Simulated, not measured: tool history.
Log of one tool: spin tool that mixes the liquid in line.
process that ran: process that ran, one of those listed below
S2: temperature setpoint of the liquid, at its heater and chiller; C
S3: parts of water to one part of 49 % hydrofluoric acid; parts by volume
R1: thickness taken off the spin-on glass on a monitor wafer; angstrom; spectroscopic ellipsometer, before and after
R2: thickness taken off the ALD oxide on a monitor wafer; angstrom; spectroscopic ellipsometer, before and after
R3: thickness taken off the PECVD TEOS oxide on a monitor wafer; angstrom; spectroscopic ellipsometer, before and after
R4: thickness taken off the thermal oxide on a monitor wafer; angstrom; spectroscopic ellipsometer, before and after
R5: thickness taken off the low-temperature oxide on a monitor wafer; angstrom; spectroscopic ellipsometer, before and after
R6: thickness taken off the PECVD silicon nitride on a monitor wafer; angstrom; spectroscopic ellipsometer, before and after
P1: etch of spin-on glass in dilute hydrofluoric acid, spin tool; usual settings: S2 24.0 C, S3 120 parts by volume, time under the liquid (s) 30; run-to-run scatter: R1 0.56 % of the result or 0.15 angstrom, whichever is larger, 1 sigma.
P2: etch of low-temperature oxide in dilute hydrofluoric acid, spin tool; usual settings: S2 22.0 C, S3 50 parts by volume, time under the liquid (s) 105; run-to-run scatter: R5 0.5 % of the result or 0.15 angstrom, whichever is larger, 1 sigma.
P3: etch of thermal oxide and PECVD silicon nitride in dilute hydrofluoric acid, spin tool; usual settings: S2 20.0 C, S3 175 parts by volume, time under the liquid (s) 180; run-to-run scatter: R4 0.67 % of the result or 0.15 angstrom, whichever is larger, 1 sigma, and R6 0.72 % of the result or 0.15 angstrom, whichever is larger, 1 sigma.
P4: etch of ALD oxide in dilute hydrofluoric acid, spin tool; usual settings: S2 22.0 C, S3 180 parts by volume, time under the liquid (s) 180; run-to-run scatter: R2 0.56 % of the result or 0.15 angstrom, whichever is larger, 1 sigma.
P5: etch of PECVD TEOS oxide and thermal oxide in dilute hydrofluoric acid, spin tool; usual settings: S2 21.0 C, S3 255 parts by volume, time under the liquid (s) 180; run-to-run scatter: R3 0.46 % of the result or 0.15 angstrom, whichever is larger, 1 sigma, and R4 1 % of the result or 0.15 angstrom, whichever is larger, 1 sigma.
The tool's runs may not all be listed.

{"run": 1, "hour": 12.9, "process that ran": "P1", "S2": 24.0, "S3": 120, "time under the liquid (s)": 30, "R1": 97.903}
{"run": 2, "hour": 28.0, "process that ran": "P4", "S2": 22.0, "S3": 180, "time under the liquid (s)": 285, "R2": 285.26}
{"run": 3, "hour": 36.6, "process that ran": "P1", "S2": 24.0, "S3": 120, "time under the liquid (s)": 30, "R1": 98.185}
{"run": 4, "hour": 47.2, "process that ran": "P1", "S2": 24.0, "S3": 60, "time under the liquid (s)": 45, "R1": 313.51}
{"run": 5, "hour": 62.8, "process that ran": "P4", "S2": 27.0, "S3": 180, "time under the liquid (s)": 180, "R2": 218.13}
{"run": 6, "hour": 78.0, "process that ran": "P5", "S2": 28.5, "S3": 255, "time under the liquid (s)": 180, "R3": 85.462, "R4": 31.628}
{"run": 7, "hour": 94.8, "process that ran": "P5", "S2": 21.0, "S3": 255, "time under the liquid (s)": 345, "R3": 126.22, "R4": 47.614}
{"run": 8, "hour": 103.8, "process that ran": "P1", "S2": 24.0, "S3": 120, "time under the liquid (s)": 50, "R1": 162.78}
{"run": 9, "hour": 120.4, "process that ran": "P2", "S2": 17.0, "S3": 50, "time under the liquid (s)": 105, "R5": 432.4}
{"run": 10, "hour": 129.5, "process that ran": "P1", "S2": 24.0, "S3": 55, "time under the liquid (s)": 30, "R1": 230.85}
{"run": 11, "hour": 144.9, "process that ran": "P1", "S2": 24.0, "S3": 120, "time under the liquid (s)": 30, "R1": 98.269}
{"run": 12, "hour": 157.0, "process that ran": "P5", "S2": 21.0, "S3": 255, "time under the liquid (s)": 180, "R3": 67.036, "R4": 25.112}
{"run": 13, "hour": 167.3, "process that ran": "P1", "S2": 24.0, "S3": 120, "time under the liquid (s)": 15, "R1": 48.494}
{"run": 14, "hour": 184.1, "process that ran": "P1", "S2": 21.0, "S3": 195, "time under the liquid (s)": 30, "R1": 49.049}
{"run": 15, "hour": 194.4, "process that ran": "P1", "S2": 24.0, "S3": 120, "time under the liquid (s)": 30, "R1": 97.166}
{"run": 16, "hour": 205.3, "process that ran": "P2", "S2": 22.0, "S3": 50, "time under the liquid (s)": 185, "R5": 943.8}
{"run": 17, "hour": 220.1, "process that ran": "P2", "S2": 22.0, "S3": 50, "time under the liquid (s)": 105, "R5": 538.62}
{"run": 18, "hour": 228.9, "process that ran": "P2", "S2": 22.0, "S3": 50, "time under the liquid (s)": 105, "R5": 532.62}
{"run": 19, "hour": 241.8, "process that ran": "P3", "S2": 20.0, "S3": 175, "time under the liquid (s)": 180, "R4": 38.613, "R6": 31.548}
{"run": 20, "hour": 251.4, "process that ran": "P5", "S2": 21.0, "S3": 470, "time under the liquid (s)": 180, "R3": 29.954, "R4": 11.031}
{"run": 21, "hour": 260.5, "process that ran": "P4", "S2": 22.0, "S3": 285, "time under the liquid (s)": 180, "R2": 103.54}
{"run": 22, "hour": 270.6, "process that ran": "P5", "S2": 21.0, "S3": 255, "time under the liquid (s)": 180, "R3": 65.938, "R4": 24.447}
{"run": 23, "hour": 281.4, "process that ran": "P3", "S2": 20.0, "S3": 175, "time under the liquid (s)": 40, "R4": 8.8783, "R6": 7.2296}
{"run": 24, "hour": 290.9, "process that ran": "P1", "S2": 24.0, "S3": 120, "time under the liquid (s)": 30, "R1": 97.686}
{"run": 25, "hour": 300.4, "process that ran": "P1", "S2": 30.5, "S3": 120, "time under the liquid (s)": 30, "R1": 123.88}
{"run": 26, "hour": 317.4, "process that ran": "P3", "S2": 17.0, "S3": 175, "time under the liquid (s)": 180, "R4": 34.115, "R6": 25.432}
{"run": 27, "hour": 325.8, "process that ran": "P2", "S2": 22.0, "S3": 80, "time under the liquid (s)": 105, "R5": 318.98}
{"run": 28, "hour": 338.5, "process that ran": "P4", "S2": 22.0, "S3": 180, "time under the liquid (s)": 180, "R2": 179.44}
{"run": 29, "hour": 347.0, "process that ran": "P4", "S2": 22.0, "S3": 180, "time under the liquid (s)": 180, "R2": 180.26}
{"run": 30, "hour": 360.4, "process that ran": "P1", "S2": 17.0, "S3": 120, "time under the liquid (s)": 30, "R1": 74.025}
{"run": 31, "hour": 370.4, "process that ran": "P3", "S2": 20.0, "S3": 275, "time under the liquid (s)": 180, "R4": 22.384, "R6": 20.462}
{"run": 32, "hour": 382.0, "process that ran": "P1", "S2": 24.0, "S3": 120, "time under the liquid (s)": 30, "R1": 97.207}
{"run": 33, "hour": 395.2, "process that ran": "P1", "S2": 24.0, "S3": 200, "time under the liquid (s)": 30, "R1": 53.291}
{"run": 34, "hour": 410.3, "process that ran": "P1", "S2": 24.0, "S3": 120, "time under the liquid (s)": 30, "R1": 97.182}
{"run": 35, "hour": 424.3, "process that ran": "P1", "S2": 24.0, "S3": 120, "time under the liquid (s)": 30, "R1": 96.682}
{"run": 36, "hour": 437.2, "process that ran": "P1", "S2": 24.0, "S3": 120, "time under the liquid (s)": 30, "R1": 95.168}
{"run": 37, "hour": 453.9, "process that ran": "P1", "S2": 24.0, "S3": 120, "time under the liquid (s)": 30, "R1": 91.764}
{"run": 38, "hour": 463.8, "process that ran": "P1", "S2": 24.0, "S3": 120, "time under the liquid (s)": 30, "R1": 91.205}
{"run": 39, "hour": 480.1, "process that ran": "P1", "S2": 24.0, "S3": 120, "time under the liquid (s)": 30, "R1": 90.693}
{"run": 40, "hour": 490.3, "process that ran": "P1", "S2": 24.0, "S3": 120, "time under the liquid (s)": 30, "R1": 90.98}
{"run": 41, "hour": 505.9, "process that ran": "P1", "S2": 24.0, "S3": 120, "time under the liquid (s)": 30, "R1": 90.073}
{"run": 42, "hour": 522.9, "process that ran": "P1", "S2": 24.0, "S3": 120, "time under the liquid (s)": 30, "R1": 90.418}
{"run": 43, "hour": 535.3, "process that ran": "P1", "S2": 24.0, "S3": 120, "time under the liquid (s)": 30, "R1": 88.759}

What P1 gives has crept away from where it was. These 2 causes fit the log equally well, each at the size given:
A: liquid colder than its thermometer reads (K) = 2.13
B: hydrofluoric acid flow below the setpoint (%) = 7.05
The creep began at about hour 424.3.

4 check runs are offered, one wafer each, their results left as question marks. Which one tells the causes apart?
{"run": "check 1", "hour": 547.7, "process that ran": "P3", "S2": 20.0, "S3": 175, "time under the liquid (s)": 180, "R4": "?", "R6": "?"}
{"run": "check 2", "hour": 547.7, "process that ran": "P2", "S2": 22.0, "S3": 50, "time under the liquid (s)": 105, "R5": "?"}
{"run": "check 3", "hour": 547.7, "process that ran": "P4", "S2": 22.0, "S3": 180, "time under the liquid (s)": 180, "R2": "?"}
{"run": "check 4", "hour": 547.7, "process that ran": "P5", "S2": 21.0, "S3": 255, "time under the liquid (s)": 180, "R3": "?", "R4": "?"}

What each check would give under each cause:
check=check_1 result=R4 if_A=35.5350 if_B=35.4650
check=check_1 result=R6 if_A=27.3750 if_B=29.3980
check=check_2 result=R5 if_A=487.53 if_B=493.40
check=check_3 result=R2 if_A=166.33 if_B=165.52
check=check_4 result=R3 if_A=61.152 if_B=60.450
check=check_4 result=R4 if_A=22.8140 if_B=22.5520
How far apart the two closest causes lie, in the result that separates them most: check 1 7.13 %; check 2 1.2 %; check 3 0.49 %; check 4 1.16 %
Only check 1 tells the causes apart: in the others they would give nearly the same result.

Check 1 was then run and gave: R4 35.5230 angstrom; R6 29.2760 angstrom. Which cause is it?

It is B: hydrofluoric acid flow below the setpoint (%).

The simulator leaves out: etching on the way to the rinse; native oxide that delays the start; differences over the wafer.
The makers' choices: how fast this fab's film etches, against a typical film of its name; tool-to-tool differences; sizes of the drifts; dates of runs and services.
